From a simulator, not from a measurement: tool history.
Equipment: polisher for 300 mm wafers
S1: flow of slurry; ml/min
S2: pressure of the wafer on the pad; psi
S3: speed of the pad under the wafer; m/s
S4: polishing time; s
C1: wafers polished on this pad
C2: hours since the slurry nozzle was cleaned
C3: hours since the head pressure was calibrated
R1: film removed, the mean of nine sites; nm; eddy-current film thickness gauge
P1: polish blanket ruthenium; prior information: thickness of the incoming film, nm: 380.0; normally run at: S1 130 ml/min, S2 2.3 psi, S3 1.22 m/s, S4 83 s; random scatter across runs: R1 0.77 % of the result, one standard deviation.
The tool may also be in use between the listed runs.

run,hour,S1,S2,S3,S4,C1,C2,C3,R1
1,8.7,130,2.3,1.22,83,455,244.1,679.5,150.43
2,19.1,130,2.3,1.22,83,559,254.5,689.9,149.49
3,31.7,130,2.3,1.74,123,685,267.1,702.5,311.83
4,42.7,165,2.3,1.22,83,796,278.1,713.5,157.37
5,52.6,80,2.3,1.22,83,895,288,723.4,132.53
6,61.6,130,2.9,0.82,83,985,297,732.4,127.6
7,74.4,130,2.3,1.22,83,1113,309.8,745.2,149.08
8,85.8,200,1.3,1.22,83,1228,321.2,756.6,92.279
9,92.9,130,2.3,1.22,37,1299,328.3,763.7,66.819
10,106,130,2.3,1.22,83,1430,341.4,776.8,148.96
11,113.9,130,1.7,1.22,83,1509,349.3,784.7,111.61
12,123.5,130,2.3,1.22,107,1605,358.9,794.3,190.11
13,136.3,130,2.3,1.22,83,1734,371.7,807.1,149.49
14,147.3,130,2.3,0.74,83,1844,382.7,818.1,90.974
15,160,130,3.5,1.22,83,1971,395.4,830.8,225.74
16,173.5,130,2.3,1.92,83,2106,408.9,844.3,236.43
17,180.2,130,2.3,1.22,83,2173,415.6,851,148.45
18,186.3,130,2.3,1.22,83,2235,421.7,857.1,145.47
19,195.2,130,2.3,1.22,83,2324,430.6,866,141.95
20,203.7,130,2.3,1.22,83,2409,439.1,874.5,140.08
21,210.5,130,2.3,1.22,83,2477,445.9,881.3,138.32
22,222.8,130,2.3,1.22,83,2600,458.2,893.6,135.3
# hour 225: head pressure recalibrated
23,232.1,130,2.3,1.22,83,2693,467.5,7.1,137.5
24,238.5,130,2.3,1.22,83,2758,473.9,13.5,136.17
25,252.6,130,2.3,1.22,83,2899,488,27.6,135.46

P1 no longer gives what it gave before; its output has crept away from where it was. The following 2 causes, each at its listed size, fit the log equally well:
A: removal rate lost through wear of the pad, % = 8.78
B: slurry flow missing at the pad, % = 32.2
The drift started at roughly hour 180.2.
All other causes, with the reason each is excluded:
head's pressure below its setpoint, %: was serviced at hour 225, once the creep was under way, yet the earlier output never came back

Each of the check runs listed below is run on 2 wafers and reports their average, with the results left as question marks. Pick the one under which the possible causes would lead to clearly different results.
check 1,266.7,80,2.3,1.78,83,,,,?
check 2,266.7,130,3,1.22,37,,,,?
check 3,266.7,130,2.8,1.22,65,,,,?
check 4,266.7,130,2.3,0.74,37,,,,?

What every check run would give for each of its results, assuming each possible cause in turn:
check,result,if A,if B
check 1,R1,176.19,168.05
check 2,R1,79.186,79.178
check 3,R1,129.84,129.82
check 4,R1,36.824,36.82
Gap, in per cent, between the two causes that each check separates least, read from the result that separates them most: check 1 4.73 %; check 2 0.01 %; check 3 0.01 %; check 4 0.01 %
The causes can be told apart only by check 1. The other checks would give nearly the same results under each of them.

The results of check 1 are: R1 175.97 nm. Based on these, which of the listed causes is it?

The cause is A: removal rate lost through wear of the pad, %.
